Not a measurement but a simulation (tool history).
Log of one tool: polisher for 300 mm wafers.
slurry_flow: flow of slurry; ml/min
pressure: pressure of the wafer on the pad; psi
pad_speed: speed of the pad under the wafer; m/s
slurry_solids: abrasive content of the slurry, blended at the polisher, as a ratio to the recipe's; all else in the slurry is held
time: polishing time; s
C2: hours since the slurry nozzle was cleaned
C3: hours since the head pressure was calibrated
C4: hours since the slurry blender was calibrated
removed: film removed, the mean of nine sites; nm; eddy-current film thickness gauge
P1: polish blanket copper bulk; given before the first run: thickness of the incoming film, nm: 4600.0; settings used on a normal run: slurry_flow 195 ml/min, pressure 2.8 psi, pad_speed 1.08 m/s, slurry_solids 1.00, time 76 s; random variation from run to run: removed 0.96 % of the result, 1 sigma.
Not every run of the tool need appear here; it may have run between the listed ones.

Run 1, day 0.217: slurry_flow 195 ml/min, pressure 2.8 psi, pad_speed 1.08 m/s, slurry_solids 1.00, time 76 s; wafers polished on this pad 646; C2 171.2; C3 505.9; C4 132.8. Result: removed 641.70 nm.
Run 2, day 0.371: slurry_flow 195 ml/min, pressure 3.7 psi, pad_speed 1.08 m/s, slurry_solids 1.00, time 76 s; wafers polished on this pad 675; C2 174.9; C3 509.6; C4 136.5. Result: removed 861.71 nm.
Run 3, day 0.688: slurry_flow 195 ml/min, pressure 2.8 psi, pad_speed 1.60 m/s, slurry_solids 1.00, time 76 s; wafers polished on this pad 733; C2 182.5; C3 517.2; C4 144.1. Result: removed 957.93 nm.
Run 4, day 0.979: slurry_flow 195 ml/min, pressure 2.8 psi, pad_speed 0.66 m/s, slurry_solids 1.30, time 76 s; wafers polished on this pad 786; C2 189.5; C3 524.2; C4 151.1. Result: removed 417.48 nm.
Run 5, day 1.262: slurry_flow 195 ml/min, pressure 2.8 psi, pad_speed 1.08 m/s, slurry_solids 1.00, time 47 s; wafers polished on this pad 838; C2 196.3; C3 531.0; C4 157.9. Result: removed 403.75 nm.
Run 6, day 1.421: slurry_flow 195 ml/min, pressure 2.8 psi, pad_speed 1.08 m/s, slurry_solids 1.00, time 114 s; wafers polished on this pad 868; C2 200.1; C3 534.8; C4 161.7. Result: removed 989.13 nm.
Run 7, day 1.625: slurry_flow 195 ml/min, pressure 2.8 psi, pad_speed 0.82 m/s, slurry_solids 1.00, time 55 s; wafers polished on this pad 905; C2 205.0; C3 539.7; C4 166.6. Result: removed 361.03 nm.
Run 8, day 1.904: slurry_flow 195 ml/min, pressure 2.8 psi, pad_speed 1.08 m/s, slurry_solids 1.00, time 76 s; wafers polished on this pad 956; C2 211.7; C3 546.4; C4 173.3. Result: removed 669.83 nm.
Run 9, day 2.208: slurry_flow 195 ml/min, pressure 2.8 psi, pad_speed 1.08 m/s, slurry_solids 0.60, time 76 s; wafers polished on this pad 1012; C2 219.0; C3 553.7; C4 180.6. Result: removed 586.78 nm.
Run 10, day 2.375: slurry_flow 195 ml/min, pressure 2.8 psi, pad_speed 0.80 m/s, slurry_solids 1.00, time 108 s; wafers polished on this pad 1043; C2 223.0; C3 557.7; C4 184.6. Result: removed 702.36 nm.
Run 11, day 2.654: slurry_flow 255 ml/min, pressure 2.8 psi, pad_speed 1.08 m/s, slurry_solids 1.00, time 76 s; wafers polished on this pad 1094; C2 229.7; C3 564.4; C4 191.3. Result: removed 668.29 nm.
Run 12, day 2.946: slurry_flow 195 ml/min, pressure 2.8 psi, pad_speed 1.08 m/s, slurry_solids 1.45, time 76 s; wafers polished on this pad 1148; C2 236.7; C3 571.4; C4 198.3. Result: removed 706.91 nm.
Run 13, day 3.171: slurry_flow 195 ml/min, pressure 2.8 psi, pad_speed 1.08 m/s, slurry_solids 1.00, time 76 s; wafers polished on this pad 1189; C2 242.1; C3 576.8; C4 203.7. Result: removed 650.27 nm.
Run 14, day 3.354: slurry_flow 195 ml/min, pressure 1.8 psi, pad_speed 1.08 m/s, slurry_solids 1.00, time 76 s; wafers polished on this pad 1223; C2 246.5; C3 581.2; C4 208.1. Result: removed 418.45 nm.
Run 15, day 3.517: slurry_flow 195 ml/min, pressure 2.8 psi, pad_speed 0.60 m/s, slurry_solids 1.00, time 76 s; wafers polished on this pad 1253; C2 250.4; C3 585.1; C4 212.0. Result: removed 362.88 nm.
Run 16, day 3.825: slurry_flow 195 ml/min, pressure 2.8 psi, pad_speed 1.08 m/s, slurry_solids 1.00, time 76 s; wafers polished on this pad 1310; C2 257.8; C3 592.5; C4 219.4. Result: removed 658.84 nm.
Run 17, day 4.138: slurry_flow 115 ml/min, pressure 2.8 psi, pad_speed 1.08 m/s, slurry_solids 1.00, time 76 s; wafers polished on this pad 1367; C2 265.3; C3 600.0; C4 226.9. Result: removed 596.36 nm.
Run 18, day 4.471: slurry_flow 195 ml/min, pressure 2.8 psi, pad_speed 1.08 m/s, slurry_solids 1.00, time 76 s; wafers polished on this pad 1428; C2 273.3; C3 608.0; C4 234.9. Result: removed 649.26 nm.
Run 19, day 4.721: slurry_flow 195 ml/min, pressure 2.8 psi, pad_speed 1.08 m/s, slurry_solids 1.00, time 76 s; wafers polished on this pad 1474; C2 279.3; C3 614.0; C4 240.9. Result: removed 662.22 nm.
Run 20, day 5.025: slurry_flow 195 ml/min, pressure 2.8 psi, pad_speed 1.08 m/s, slurry_solids 1.00, time 76 s; wafers polished on this pad 1530; C2 286.6; C3 621.3; C4 248.2. Result: removed 635.78 nm.
Run 21, day 5.267: slurry_flow 195 ml/min, pressure 2.8 psi, pad_speed 1.08 m/s, slurry_solids 1.00, time 76 s; wafers polished on this pad 1575; C2 292.4; C3 627.1; C4 254.0. Result: removed 631.26 nm.
Run 22, day 5.421: slurry_flow 195 ml/min, pressure 2.8 psi, pad_speed 1.08 m/s, slurry_solids 1.00, time 76 s; wafers polished on this pad 1603; C2 296.1; C3 630.8; C4 257.7. Result: removed 623.20 nm.
At day 5.458: head pressure recalibrated.
Run 23, day 5.625: slurry_flow 195 ml/min, pressure 2.8 psi, pad_speed 1.08 m/s, slurry_solids 1.00, time 76 s; wafers polished on this pad 1640; C2 301.0; C3 4.1; C4 262.6. Result: removed 629.01 nm.
Run 24, day 5.933: slurry_flow 195 ml/min, pressure 2.8 psi, pad_speed 1.08 m/s, slurry_solids 1.00, time 76 s; wafers polished on this pad 1697; C2 308.4; C3 11.5; C4 270.0. Result: removed 626.92 nm.
At day 6.046: slurry blender recalibrated.
Run 25, day 6.175: slurry_flow 195 ml/min, pressure 2.8 psi, pad_speed 1.08 m/s, slurry_solids 1.00, time 76 s; wafers polished on this pad 1742; C2 314.2; C3 17.3; C4 3.1. Result: removed 623.18 nm.
Run 26, day 6.425: slurry_flow 195 ml/min, pressure 2.8 psi, pad_speed 1.08 m/s, slurry_solids 1.00, time 76 s; wafers polished on this pad 1788; C2 320.2; C3 23.3; C4 9.1. Result: removed 617.63 nm.
Run 27, day 6.638: slurry_flow 195 ml/min, pressure 2.8 psi, pad_speed 1.08 m/s, slurry_solids 1.00, time 76 s; wafers polished on this pad 1827; C2 325.3; C3 28.4; C4 14.2. Result: removed 630.99 nm.
Run 28, day 6.796: slurry_flow 195 ml/min, pressure 2.8 psi, pad_speed 1.08 m/s, slurry_solids 1.00, time 76 s; wafers polished on this pad 1856; C2 329.1; C3 32.2; C4 18.0. Result: removed 624.15 nm.

Something has made what P1 gives creep away from where it was; the 2 causes below, each at its own stated size, fit the log equally well:
A: removal rate lost through wear of the pad, % = 5.64
B: slurry flow missing at the pad, % = 30.4
The onset of the drift is placed at about day 4.721.
What rules out each remaining cause:
head's pressure below its setpoint, %: serviced after onset, at day 5.458, with no recovery of the prior output
abrasive missing from the slurry, %: serviced after onset, at day 6.046, with no recovery of the prior output

The 4 check runs listed below each average the results of 5 wafers, and their outcomes are marked with question marks. Under which run would the listed causes produce clearly different results?
Run check 1, day 6.954: slurry_flow 195 ml/min, pressure 2.2 psi, pad_speed 1.44 m/s, slurry_solids 1.00, time 76 s. Result: removed ?.
Run check 2, day 6.954: slurry_flow 115 ml/min, pressure 2.8 psi, pad_speed 1.08 m/s, slurry_solids 1.00, time 76 s. Result: removed ?.
Run check 3, day 6.954: slurry_flow 195 ml/min, pressure 2.8 psi, pad_speed 0.66 m/s, slurry_solids 1.00, time 76 s. Result: removed ?.
Run check 4, day 6.954: slurry_flow 195 ml/min, pressure 3.4 psi, pad_speed 1.08 m/s, slurry_solids 1.00, time 76 s. Result: removed ?.

What each check would give under each cause:
  check   result    if A    if B
check 1  removed  648.43  648.33
check 2  removed  564.55  544.70
check 3  removed  378.25  378.19
check 4  removed  751.59  751.47
How far apart the two closest causes lie, in the result that separates them most: check 1 0.02 %; check 2 3.58 %; check 3 0.02 %; check 4 0.02 %
The other checks would show nearly matching results whichever cause is true, so check 2 is the only one that separates the causes.

After running check 2, the following was obtained: removed 564.02 nm. Which cause does this point to?

The correct cause is A, namely: removal rate lost through wear of the pad, %.

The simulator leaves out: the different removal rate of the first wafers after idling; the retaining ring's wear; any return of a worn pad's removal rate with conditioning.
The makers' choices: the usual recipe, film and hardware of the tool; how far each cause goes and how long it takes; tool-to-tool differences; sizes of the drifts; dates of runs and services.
